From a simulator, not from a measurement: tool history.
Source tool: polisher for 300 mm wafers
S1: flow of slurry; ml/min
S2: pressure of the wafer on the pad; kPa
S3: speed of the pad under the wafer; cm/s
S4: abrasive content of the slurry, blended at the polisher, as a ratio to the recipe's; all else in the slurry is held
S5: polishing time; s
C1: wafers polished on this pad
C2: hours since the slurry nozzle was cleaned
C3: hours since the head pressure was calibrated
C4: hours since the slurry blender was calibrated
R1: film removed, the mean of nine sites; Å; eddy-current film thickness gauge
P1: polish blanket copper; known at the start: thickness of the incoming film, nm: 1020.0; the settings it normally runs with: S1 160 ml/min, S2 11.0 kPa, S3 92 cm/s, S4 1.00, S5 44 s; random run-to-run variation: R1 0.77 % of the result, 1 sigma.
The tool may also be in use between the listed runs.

| run | hour | S1 | S2 | S3 | S4 | S5 | C1 | C2 | C3 | C4 | R1 |
|---|---|---|---|---|---|---|---|---|---|---|---|
| 1 | 2.4 | 160 | 11.0 | 92 | 1.00 | 44 | 522 | 235.0 | 468.0 | 47.5 | 636.45 |
| 2 | 6.2 | 160 | 11.0 | 92 | 1.25 | 44 | 558 | 238.8 | 471.8 | 51.3 | 662.47 |
| 3 | 8.6 | 160 | 11.0 | 92 | 1.00 | 44 | 580 | 241.2 | 474.2 | 53.7 | 640.01 |
| 4 | 13.1 | 160 | 11.0 | 92 | 1.00 | 44 | 622 | 245.7 | 478.7 | 58.2 | 631.75 |
| 5 | 15.8 | 95 | 11.0 | 92 | 1.00 | 44 | 647 | 248.4 | 481.4 | 60.9 | 566.44 |
|  | 17.8 | slurry blender recalibrated |
| 6 | 18.2 | 160 | 15.2 | 92 | 1.00 | 25 | 669 | 250.8 | 483.8 | 0.4 | 496.02 |
| 7 | 20.4 | 160 | 11.0 | 120 | 1.00 | 44 | 689 | 253.0 | 486.0 | 2.6 | 821.44 |
| 8 | 23.2 | 160 | 11.0 | 92 | 1.00 | 44 | 715 | 255.8 | 488.8 | 5.4 | 642.64 |
| 9 | 28.0 | 160 | 11.0 | 92 | 1.00 | 44 | 760 | 260.6 | 493.6 | 10.2 | 633.69 |
| 10 | 31.7 | 240 | 11.0 | 92 | 1.00 | 44 | 794 | 264.3 | 497.3 | 13.9 | 674.12 |
| 11 | 36.0 | 160 | 11.0 | 42 | 1.00 | 44 | 834 | 268.6 | 501.6 | 18.2 | 293.60 |
| 12 | 38.3 | 160 | 11.0 | 92 | 1.00 | 44 | 855 | 270.9 | 503.9 | 20.5 | 638.70 |
| 13 | 42.7 | 225 | 11.0 | 92 | 1.20 | 44 | 896 | 275.3 | 508.3 | 24.9 | 693.60 |
| 14 | 45.4 | 160 | 15.9 | 92 | 1.00 | 44 | 921 | 278.0 | 511.0 | 27.6 | 899.00 |
| 15 | 48.8 | 160 | 11.0 | 92 | 1.00 | 26 | 953 | 281.4 | 514.4 | 31.0 | 373.12 |
| 16 | 52.4 | 160 | 5.5 | 92 | 1.00 | 44 | 986 | 285.0 | 518.0 | 34.6 | 316.05 |
| 17 | 56.5 | 160 | 11.0 | 92 | 1.00 | 65 | 1024 | 289.1 | 522.1 | 38.7 | 937.89 |
| 18 | 59.8 | 160 | 11.0 | 92 | 0.80 | 44 | 1055 | 292.4 | 525.4 | 42.0 | 604.01 |

Run 19 comes next. What will it give?
| 19 | 63.1 | 160 | 11.0 | 92 | 1.00 | 44 | 1085 | 295.7 | 528.7 | 45.3 | ? |

Logged for run 19: R1 640.70 Å.

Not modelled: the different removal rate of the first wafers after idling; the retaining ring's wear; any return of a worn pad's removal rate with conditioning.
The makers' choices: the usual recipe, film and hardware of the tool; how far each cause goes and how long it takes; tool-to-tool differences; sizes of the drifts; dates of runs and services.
